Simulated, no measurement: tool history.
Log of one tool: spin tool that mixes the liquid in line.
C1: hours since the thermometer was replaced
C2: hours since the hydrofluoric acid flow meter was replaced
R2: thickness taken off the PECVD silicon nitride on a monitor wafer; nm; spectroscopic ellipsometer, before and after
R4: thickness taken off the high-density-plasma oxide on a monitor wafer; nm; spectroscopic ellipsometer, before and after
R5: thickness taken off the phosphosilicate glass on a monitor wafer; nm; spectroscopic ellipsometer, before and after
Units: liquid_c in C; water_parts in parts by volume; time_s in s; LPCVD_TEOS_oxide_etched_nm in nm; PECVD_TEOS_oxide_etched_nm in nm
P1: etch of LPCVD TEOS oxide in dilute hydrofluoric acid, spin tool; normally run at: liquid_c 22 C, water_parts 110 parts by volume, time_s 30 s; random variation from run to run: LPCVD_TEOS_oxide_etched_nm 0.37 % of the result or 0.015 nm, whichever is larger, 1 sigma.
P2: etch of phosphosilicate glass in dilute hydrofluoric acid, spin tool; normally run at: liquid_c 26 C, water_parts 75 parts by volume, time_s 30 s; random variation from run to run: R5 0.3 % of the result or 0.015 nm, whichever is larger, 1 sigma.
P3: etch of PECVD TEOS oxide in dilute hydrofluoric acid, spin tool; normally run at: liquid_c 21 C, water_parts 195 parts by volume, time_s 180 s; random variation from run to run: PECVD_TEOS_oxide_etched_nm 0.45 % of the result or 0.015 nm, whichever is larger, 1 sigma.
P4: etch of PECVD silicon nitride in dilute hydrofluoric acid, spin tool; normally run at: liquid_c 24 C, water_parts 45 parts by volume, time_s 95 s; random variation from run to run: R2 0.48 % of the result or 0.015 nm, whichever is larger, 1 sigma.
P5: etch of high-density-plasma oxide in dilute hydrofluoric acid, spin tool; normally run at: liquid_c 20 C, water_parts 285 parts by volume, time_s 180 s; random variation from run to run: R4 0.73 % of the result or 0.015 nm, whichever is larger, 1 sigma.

{"run": 1, "hour": 5.2, "process": "P1", "liquid_c": 22, "water_parts": 110, "time_s": 30, "C1": 642.3, "C2": 591.3, "LPCVD_TEOS_oxide_etched_nm": 14.141}
{"run": 2, "hour": 10.3, "process": "P1", "liquid_c": 22, "water_parts": 165, "time_s": 30, "C1": 647.4, "C2": 596.4, "LPCVD_TEOS_oxide_etched_nm": 8.9149}
{"run": 3, "hour": 20.1, "process": "P4", "liquid_c": 24, "water_parts": 45, "time_s": 95, "C1": 657.2, "C2": 606.2, "R2": 9.7899}
{"run": 4, "hour": 30.0, "process": "P1", "liquid_c": 22, "water_parts": 110, "time_s": 30, "C1": 667.1, "C2": 616.1, "LPCVD_TEOS_oxide_etched_nm": 14.066}
{"run": 5, "hour": 36.4, "process": "P1", "liquid_c": 22, "water_parts": 110, "time_s": 30, "C1": 673.5, "C2": 622.5, "LPCVD_TEOS_oxide_etched_nm": 14.064}
{"run": 6, "hour": 46.8, "process": "P1", "liquid_c": 26, "water_parts": 110, "time_s": 30, "C1": 683.9, "C2": 632.9, "LPCVD_TEOS_oxide_etched_nm": 16.504}
{"run": 7, "hour": 53.6, "process": "P1", "liquid_c": 17, "water_parts": 110, "time_s": 45, "C1": 690.7, "C2": 639.7, "LPCVD_TEOS_oxide_etched_nm": 17.151}
{"run": 8, "hour": 59.1, "process": "P1", "liquid_c": 22, "water_parts": 110, "time_s": 30, "C1": 696.2, "C2": 645.2, "LPCVD_TEOS_oxide_etched_nm": 14.025}
{"run": 9, "hour": 64.7, "process": "P3", "liquid_c": 21, "water_parts": 195, "time_s": 15, "C1": 701.8, "C2": 650.8, "PECVD_TEOS_oxide_etched_nm": 0.95519}
{"run": 10, "hour": 69.4, "process": "P5", "liquid_c": 20, "water_parts": 285, "time_s": 65, "C1": 706.5, "C2": 655.5, "R4": 1.0572}
{"run": 11, "hour": 78.3, "process": "P3", "liquid_c": 21, "water_parts": 195, "time_s": 180, "C1": 715.4, "C2": 664.4, "PECVD_TEOS_oxide_etched_nm": 11.32}
{"run": 12, "hour": 84.0, "process": "P4", "liquid_c": 24, "water_parts": 45, "time_s": 175, "C1": 721.1, "C2": 670.1, "R2": 18.123}
{"run": 13, "hour": 90.4, "process": "P1", "liquid_c": 22, "water_parts": 110, "time_s": 15, "C1": 727.5, "C2": 676.5, "LPCVD_TEOS_oxide_etched_nm": 7.0992}
{"run": 14, "hour": 97.0, "process": "P1", "liquid_c": 17, "water_parts": 110, "time_s": 30, "C1": 734.1, "C2": 683.1, "LPCVD_TEOS_oxide_etched_nm": 11.499}
{"run": 15, "hour": 107.6, "process": "P2", "liquid_c": 26, "water_parts": 75, "time_s": 55, "C1": 744.7, "C2": 693.7, "R5": 80.775}
{"run": 16, "hour": 114.3, "process": "P2", "liquid_c": 26, "water_parts": 125, "time_s": 30, "C1": 751.4, "C2": 700.4, "R5": 24.657}
{"run": 17, "hour": 120.9, "process": "P4", "liquid_c": 18.5, "water_parts": 45, "time_s": 95, "C1": 758, "C2": 707, "R2": 6.7652}
{"run": 18, "hour": 129.2, "process": "P4", "liquid_c": 24, "water_parts": 20, "time_s": 95, "C1": 766.3, "C2": 715.3, "R2": 21.525}
{"run": 19, "hour": 133.9, "process": "P2", "liquid_c": 18, "water_parts": 75, "time_s": 30, "C1": 771, "C2": 720, "R5": 31.75}
{"run": 20, "hour": 144.6, "process": "P2", "liquid_c": 26, "water_parts": 75, "time_s": 30, "C1": 781.7, "C2": 730.7, "R5": 43.998}
{"run": 21, "hour": 149.4, "process": "P5", "liquid_c": 27.5, "water_parts": 285, "time_s": 180, "C1": 786.5, "C2": 735.5, "R4": 3.8697}
{"run": 22, "hour": 155.6, "process": "P5", "liquid_c": 20, "water_parts": 285, "time_s": 180, "C1": 792.7, "C2": 741.7, "R4": 2.9446}
{"run": 23, "hour": 160.5, "process": "P3", "liquid_c": 21, "water_parts": 320, "time_s": 180, "C1": 797.6, "C2": 746.6, "PECVD_TEOS_oxide_etched_nm": 6.1456}
{"run": 24, "hour": 170.6, "process": "P3", "liquid_c": 28, "water_parts": 195, "time_s": 180, "C1": 807.7, "C2": 756.7, "PECVD_TEOS_oxide_etched_nm": 14.722}
{"run": 25, "hour": 176.5, "process": "P1", "liquid_c": 22, "water_parts": 70, "time_s": 15, "C1": 813.6, "C2": 762.6, "LPCVD_TEOS_oxide_etched_nm": 11.628}
{"run": 26, "hour": 184.2, "process": "P1", "liquid_c": 22, "water_parts": 110, "time_s": 50, "C1": 821.3, "C2": 770.3, "LPCVD_TEOS_oxide_etched_nm": 23.599}
{"run": 27, "hour": 191.3, "process": "P4", "liquid_c": 24, "water_parts": 45, "time_s": 95, "C1": 828.4, "C2": 777.4, "R2": 9.7419}
{"run": 28, "hour": 196.7, "process": "P1", "liquid_c": 18, "water_parts": 110, "time_s": 60, "C1": 833.8, "C2": 782.8, "LPCVD_TEOS_oxide_etched_nm": 24.083}
{"run": 29, "hour": 207.3, "process": "P5", "liquid_c": 20, "water_parts": 450, "time_s": 180, "C1": 844.4, "C2": 793.4, "R4": 1.606}
{"run": 30, "hour": 214.4, "process": "P1", "liquid_c": 22, "water_parts": 20, "time_s": 30, "C1": 851.5, "C2": 800.5, "LPCVD_TEOS_oxide_etched_nm": 87.073}
{"run": 31, "hour": 223.3, "process": "P1", "liquid_c": 22, "water_parts": 110, "time_s": 30, "C1": 860.4, "C2": 809.4, "LPCVD_TEOS_oxide_etched_nm": 14.147}
{"run": 32, "hour": 233.7, "process": "P1", "liquid_c": 22, "water_parts": 110, "time_s": 30, "C1": 870.8, "C2": 819.8, "LPCVD_TEOS_oxide_etched_nm": 13.577}
{"run": 33, "hour": 241.0, "process": "P1", "liquid_c": 22, "water_parts": 110, "time_s": 30, "C1": 878.1, "C2": 827.1, "LPCVD_TEOS_oxide_etched_nm": 13.446}
{"run": 34, "hour": 249.7, "process": "P1", "liquid_c": 22, "water_parts": 110, "time_s": 30, "C1": 886.8, "C2": 835.8, "LPCVD_TEOS_oxide_etched_nm": 13.302}
{"run": 35, "hour": 259.9, "process": "P1", "liquid_c": 22, "water_parts": 110, "time_s": 30, "C1": 897, "C2": 846, "LPCVD_TEOS_oxide_etched_nm": 13.128}
{"run": 36, "hour": 269.5, "process": "P1", "liquid_c": 22, "water_parts": 110, "time_s": 30, "C1": 906.6, "C2": 855.6, "LPCVD_TEOS_oxide_etched_nm": 13.174}
{"run": 37, "hour": 277.0, "process": "P1", "liquid_c": 22, "water_parts": 110, "time_s": 30, "C1": 914.1, "C2": 863.1, "LPCVD_TEOS_oxide_etched_nm": 13.231}

What P1 gives has crept away from where it was. These 2 causes fit the log equally well, each at the size given:
A: hydrofluoric acid flow below the setpoint (%) = 6.04
B: liquid colder than its thermometer reads (K) = 1.75
The creep began at about hour 223.3.

4 check runs are offered, one wafer each, their results left as question marks. Which one tells the causes apart?
{"run": "check 1", "hour": 284.5, "process": "P3", "liquid_c": 21, "water_parts": 195, "time_s": 180, "PECVD_TEOS_oxide_etched_nm": "?"}
{"run": "check 2", "hour": 284.5, "process": "P5", "liquid_c": 20, "water_parts": 285, "time_s": 180, "R4": "?"}
{"run": "check 3", "hour": 284.5, "process": "P2", "liquid_c": 26, "water_parts": 75, "time_s": 30, "R5": "?"}
{"run": "check 4", "hour": 284.5, "process": "P4", "liquid_c": 24, "water_parts": 45, "time_s": 95, "R2": "?"}

What each check would give under each cause:
check=check_1 result=PECVD_TEOS_oxide_etched_nm if_A=10.533 if_B=10.609
check=check_2 result=R4 if_A=2.7084 if_B=2.7456
check=check_3 result=R5 if_A=41.114 if_B=41.063
check=check_4 result=R2 if_A=9.2291 if_B=8.7069
How far apart the two closest causes lie, in the result that separates them most: check 1 0.72 %; check 2 1.36 %; check 3 0.12 %; check 4 5.82 %
Only check 4 tells the causes apart: in the others they would give nearly the same result.

Then check 4 was run and gave: R2 9.2259 nm. Which cause is it?

It is A: hydrofluoric acid flow below the setpoint (%).
